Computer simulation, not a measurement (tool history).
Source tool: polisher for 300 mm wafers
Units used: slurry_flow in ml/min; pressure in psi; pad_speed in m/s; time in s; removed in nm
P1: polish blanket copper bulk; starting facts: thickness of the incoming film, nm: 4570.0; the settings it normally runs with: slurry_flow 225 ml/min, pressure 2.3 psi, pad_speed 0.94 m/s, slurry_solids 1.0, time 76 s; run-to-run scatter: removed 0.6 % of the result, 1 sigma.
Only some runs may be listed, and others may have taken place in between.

run	day	slurry_flow	pressure	pad_speed	slurry_solids	time	wafers polished on this pad	hours since the slurry nozzle was cleaned	hours since the head pressure was calibrated	hours since the slurry blender was calibrated	removed
1	0.433	225	2.3	0.94	1.0	76	222	160.8	884.7	136.6	563.49
2	0.779	225	2.3	0.94	0.6	76	324	169.1	893.0	144.9	504.12
3	1.275	225	2.3	0.94	1.0	76	470	181.0	904.9	156.8	565.61
4	1.808	225	2.3	0.94	1.0	76	627	193.8	917.7	169.6	567.40
5	2.475	225	2.3	1.22	1.0	76	823	209.8	933.7	185.6	728.20
6	2.842	225	3.4	0.94	1.0	76	931	218.6	942.5	194.4	831.84
7	3.558	225	2.3	0.94	1.0	54	1142	235.8	959.7	211.6	398.59
8	4.238	225	2.3	0.94	1.0	118	1342	252.1	976.0	227.9	867.33
9	4.833	340	2.3	0.94	1.0	76	1518	266.4	990.3	242.2	582.65
10	5.262	225	2.3	0.48	1.0	76	1644	276.7	1000.6	252.5	291.43
11	5.862	225	2.3	1.18	1.0	49	1821	291.1	1015.0	266.9	458.63
12	6.638	340	3.4	0.94	1.0	76	2049	309.7	1033.6	285.5	866.03
13	7.029	225	2.3	0.94	1.0	76	2165	319.1	1043.0	294.9	561.48
14	7.504	225	3.2	0.94	1.0	34	2304	330.5	1054.4	306.3	350.83
15	8.054	225	2.3	0.94	1.3	76	2466	343.7	1067.6	319.5	594.76
16	8.404	135	2.3	0.94	1.0	76	2570	352.1	1076.0	327.9	519.32
17	9.050	225	1.1	0.94	1.0	76	2760	367.6	1091.5	343.4	267.76
18	9.608	225	2.3	0.94	1.0	76	2924	381.0	1104.9	356.8	561.66
19	10.204	225	2.3	0.94	1.0	76	3100	395.3	1119.2	371.1	546.69
20	10.679	225	2.3	0.94	1.0	76	3240	406.7	1130.6	382.5	538.51
21	11.429	225	2.3	0.94	1.0	76	3460	424.7	1148.6	400.5	537.27

Expected results for the next run?
22	11.967	225	2.3	0.94	1.0	76	3619	437.6	1161.5	413.4	?

removed: 541.72 nm
